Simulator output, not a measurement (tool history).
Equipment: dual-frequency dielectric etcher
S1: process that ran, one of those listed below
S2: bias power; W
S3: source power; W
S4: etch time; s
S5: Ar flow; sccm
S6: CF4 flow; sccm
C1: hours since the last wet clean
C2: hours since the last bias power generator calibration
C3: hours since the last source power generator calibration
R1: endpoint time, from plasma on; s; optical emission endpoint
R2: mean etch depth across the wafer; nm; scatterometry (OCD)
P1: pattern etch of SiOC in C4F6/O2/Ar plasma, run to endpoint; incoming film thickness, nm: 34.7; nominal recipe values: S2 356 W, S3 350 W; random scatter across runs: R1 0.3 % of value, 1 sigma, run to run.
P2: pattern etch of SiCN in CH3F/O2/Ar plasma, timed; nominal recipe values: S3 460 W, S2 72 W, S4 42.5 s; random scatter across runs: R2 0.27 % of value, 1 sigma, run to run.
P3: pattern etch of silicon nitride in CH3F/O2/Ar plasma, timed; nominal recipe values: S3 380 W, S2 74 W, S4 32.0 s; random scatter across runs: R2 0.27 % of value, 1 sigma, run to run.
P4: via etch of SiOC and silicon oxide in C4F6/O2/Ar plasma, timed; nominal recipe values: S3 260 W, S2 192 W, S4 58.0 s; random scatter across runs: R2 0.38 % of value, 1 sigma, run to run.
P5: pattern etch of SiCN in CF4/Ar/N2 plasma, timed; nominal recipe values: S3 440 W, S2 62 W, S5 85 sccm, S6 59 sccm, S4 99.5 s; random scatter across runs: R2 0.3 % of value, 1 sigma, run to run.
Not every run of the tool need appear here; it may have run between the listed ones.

{"run": 1, "day": 0.425, "S1": "P1", "S2": 356, "S3": 350, "C1": 160.0, "C2": 854.0, "C3": 2447.6, "R1": 13.905}
{"run": 2, "day": 0.688, "S1": "P1", "S2": 255, "S3": 350, "C1": 166.3, "C2": 860.3, "C3": 2453.9, "R1": 15.522}
{"run": 3, "day": 1.012, "S1": "P2", "S2": 72, "S3": 620, "S4": 42.5, "C1": 174.1, "C2": 868.1, "C3": 2461.7, "R2": 19.108}
{"run": 4, "day": 1.404, "S1": "P2", "S2": 97, "S3": 460, "S4": 42.5, "C1": 183.5, "C2": 877.5, "C3": 2471.1, "R2": 18.966}
{"day": 1.408, "done": "source power generator calibrated"}
{"run": 5, "day": 1.746, "S1": "P5", "S2": 62, "S3": 440, "S4": 99.5, "S5": 85, "S6": 35, "C1": 191.7, "C2": 885.7, "C3": 8.2, "R2": 72.178}
{"run": 6, "day": 2.038, "S1": "P2", "S2": 72, "S3": 460, "S4": 42.5, "C1": 198.7, "C2": 892.7, "C3": 15.2, "R2": 17.043}
{"run": 7, "day": 2.492, "S1": "P1", "S2": 356, "S3": 460, "C1": 209.6, "C2": 903.6, "C3": 26.1, "R1": 12.563}
{"run": 8, "day": 2.838, "S1": "P4", "S2": 192, "S3": 260, "S4": 85.0, "C1": 217.9, "C2": 911.9, "C3": 34.4, "R2": 82.382}
{"run": 9, "day": 3.071, "S1": "P4", "S2": 145, "S3": 260, "S4": 58.0, "C1": 223.5, "C2": 917.5, "C3": 40.0, "R2": 50.914}
{"run": 10, "day": 3.388, "S1": "P5", "S2": 62, "S3": 520, "S4": 99.5, "S5": 85, "S6": 59, "C1": 231.1, "C2": 925.1, "C3": 47.6, "R2": 91.833}
{"run": 11, "day": 3.833, "S1": "P1", "S2": 493, "S3": 490, "C1": 241.8, "C2": 935.8, "C3": 58.3, "R1": 10.881}
{"run": 12, "day": 4.2, "S1": "P1", "S2": 356, "S3": 350, "C1": 250.6, "C2": 944.6, "C3": 67.1, "R1": 13.816}
{"run": 13, "day": 4.554, "S1": "P1", "S2": 469, "S3": 460, "C1": 259.1, "C2": 953.1, "C3": 75.6, "R1": 11.304}
{"run": 14, "day": 4.921, "S1": "P5", "S2": 62, "S3": 440, "S4": 99.5, "S5": 85, "S6": 59, "C1": 267.9, "C2": 961.9, "C3": 84.4, "R2": 79.251}
{"run": 15, "day": 5.258, "S1": "P1", "S2": 279, "S3": 220, "C1": 276.0, "C2": 970.0, "C3": 92.5, "R1": 17.991}
{"run": 16, "day": 5.625, "S1": "P3", "S2": 74, "S3": 210, "S4": 32.0, "C1": 284.8, "C2": 978.8, "C3": 101.3, "R2": 17.492}
{"run": 17, "day": 5.962, "S1": "P3", "S2": 49, "S3": 380, "S4": 32.0, "C1": 292.9, "C2": 986.9, "C3": 109.4, "R2": 19.174}
{"run": 18, "day": 6.4, "S1": "P5", "S2": 82, "S3": 440, "S4": 99.5, "S5": 85, "S6": 59, "C1": 303.4, "C2": 997.4, "C3": 119.9, "R2": 87.322}
{"run": 19, "day": 6.817, "S1": "P5", "S2": 62, "S3": 440, "S4": 99.5, "S5": 56, "S6": 59, "C1": 313.4, "C2": 1007.4, "C3": 129.9, "R2": 84.132}
{"run": 20, "day": 7.258, "S1": "P3", "S2": 74, "S3": 380, "S4": 20.0, "C1": 324.0, "C2": 1018.0, "C3": 140.5, "R2": 13.642}
{"run": 21, "day": 7.692, "S1": "P4", "S2": 192, "S3": 200, "S4": 58.0, "C1": 334.4, "C2": 1028.4, "C3": 150.9, "R2": 51.033}
{"run": 22, "day": 7.917, "S1": "P4", "S2": 192, "S3": 260, "S4": 58.0, "C1": 339.8, "C2": 1033.8, "C3": 156.3, "R2": 55.588}
{"run": 23, "day": 8.171, "S1": "P3", "S2": 74, "S3": 380, "S4": 32.0, "C1": 345.9, "C2": 1039.9, "C3": 162.4, "R2": 21.842}
{"run": 24, "day": 8.612, "S1": "P2", "S2": 72, "S3": 460, "S4": 42.5, "C1": 356.5, "C2": 1050.5, "C3": 173.0, "R2": 16.988}
{"run": 25, "day": 9.012, "S1": "P1", "S2": 356, "S3": 350, "C1": 366.1, "C2": 1060.1, "C3": 182.6, "R1": 13.893}
{"run": 26, "day": 9.346, "S1": "P1", "S2": 356, "S3": 200, "C1": 374.1, "C2": 1068.1, "C3": 190.6, "R1": 17.067}
{"run": 27, "day": 9.696, "S1": "P1", "S2": 460, "S3": 350, "C1": 382.5, "C2": 1076.5, "C3": 199.0, "R1": 12.659}
{"run": 28, "day": 9.975, "S1": "P5", "S2": 62, "S3": 440, "S4": 146.0, "S5": 85, "S6": 59, "C1": 389.2, "C2": 1083.2, "C3": 205.7, "R2": 115.96}
{"run": 29, "day": 10.392, "S1": "P4", "S2": 192, "S3": 260, "S4": 58.0, "C1": 399.2, "C2": 1093.2, "C3": 215.7, "R2": 56.189}
{"run": 30, "day": 10.792, "S1": "P1", "S2": 356, "S3": 350, "C1": 408.8, "C2": 1102.8, "C3": 225.3, "R1": 13.808}
{"run": 31, "day": 11.092, "S1": "P2", "S2": 72, "S3": 460, "S4": 27.5, "C1": 416.0, "C2": 1110.0, "C3": 232.5, "R2": 10.982}
{"run": 32, "day": 11.5, "S1": "P1", "S2": 356, "S3": 350, "C1": 425.8, "C2": 1119.8, "C3": 242.3, "R1": 13.881}
{"run": 33, "day": 11.742, "S1": "P1", "S2": 356, "S3": 350, "C1": 431.6, "C2": 1125.6, "C3": 248.1, "R1": 13.849}
{"run": 34, "day": 12.083, "S1": "P1", "S2": 356, "S3": 350, "C1": 439.8, "C2": 1133.8, "C3": 256.3, "R1": 13.933}
{"run": 35, "day": 12.429, "S1": "P1", "S2": 356, "S3": 350, "C1": 448.1, "C2": 1142.1, "C3": 264.6, "R1": 13.977}
{"run": 36, "day": 12.746, "S1": "P1", "S2": 356, "S3": 350, "C1": 455.7, "C2": 1149.7, "C3": 272.2, "R1": 13.938}
{"run": 37, "day": 13.092, "S1": "P1", "S2": 356, "S3": 350, "C1": 464.0, "C2": 1158.0, "C3": 280.5, "R1": 13.984}
{"run": 38, "day": 13.525, "S1": "P1", "S2": 356, "S3": 350, "C1": 474.4, "C2": 1168.4, "C3": 290.9, "R1": 14.029}
{"run": 39, "day": 13.921, "S1": "P1", "S2": 356, "S3": 350, "C1": 483.9, "C2": 1177.9, "C3": 300.4, "R1": 14.018}
{"run": 40, "day": 14.246, "S1": "P1", "S2": 356, "S3": 350, "C1": 491.7, "C2": 1185.7, "C3": 308.2, "R1": 14.028}
{"day": 14.317, "done": "wet clean of the chamber"}
{"run": 41, "day": 14.642, "S1": "P1", "S2": 356, "S3": 350, "C1": 7.9, "C2": 1195.2, "C3": 317.7, "R1": 14.057}
{"run": 42, "day": 14.996, "S1": "P1", "S2": 356, "S3": 350, "C1": 16.4, "C2": 1203.7, "C3": 326.2, "R1": 13.977}
{"run": 43, "day": 15.446, "S1": "P1", "S2": 356, "S3": 350, "C1": 27.2, "C2": 1214.5, "C3": 337.0, "R1": 14.099}
{"run": 44, "day": 15.762, "S1": "P1", "S2": 356, "S3": 350, "C1": 34.8, "C2": 1222.1, "C3": 344.6, "R1": 14.049}

The output of P1 has drifted from where it used to be. Each of the 2 causes below, taken at the size shown beside it, accounts for the log equally well:
A: bias power that arrives under what is set, % = 4.13
B: source power that arrives under what is set, % = 3.94
The gradual shift began around day 11.742.
Every other cause this tool's parts could produce, and why it does not fit the log:
chamber walls in a state that lowers the etch rate, %: its service at day 14.317 followed the start of the drift and did not put the process back to its old value

Which of the check runs below tells the causes apart, meaning the causes would give it clearly different results? Each run uses 2 wafers whose results are averaged, and each result is shown as a question mark.
{"run": "check 1", "day": 16.079, "S1": "P4", "S2": 192, "S3": 200, "S4": 78.0, "R2": "?"}
{"run": "check 2", "day": 16.079, "S1": "P2", "S2": 91, "S3": 460, "S4": 42.5, "R2": "?"}
{"run": "check 3", "day": 16.079, "S1": "P3", "S2": 74, "S3": 230, "S4": 24.5, "R2": "?"}
{"run": "check 4", "day": 16.079, "S1": "P5", "S2": 62, "S3": 440, "S4": 99.5, "S5": 85, "S6": 48, "R2": "?"}

Outcome of each check run for each possible cause:
check=check_1 result=R2 if_A=67.194 if_B=67.132
check=check_2 result=R2 if_A=18.220 if_B=18.229
check=check_3 result=R2 if_A=13.650 if_B=13.651
check=check_4 result=R2 if_A=75.507 if_B=73.964
How far apart the two closest causes lie, in the result that separates them most: check 1 0.09 %; check 2 0.05 %; check 3 0.01 %; check 4 2.06 %
Only check 4 tells the causes apart: in the others they would give nearly the same result.

Then check 4 was run and gave: R2 75.337 nm. Which cause is it?

Of the candidate causes, it is A: bias power that arrives under what is set, %.
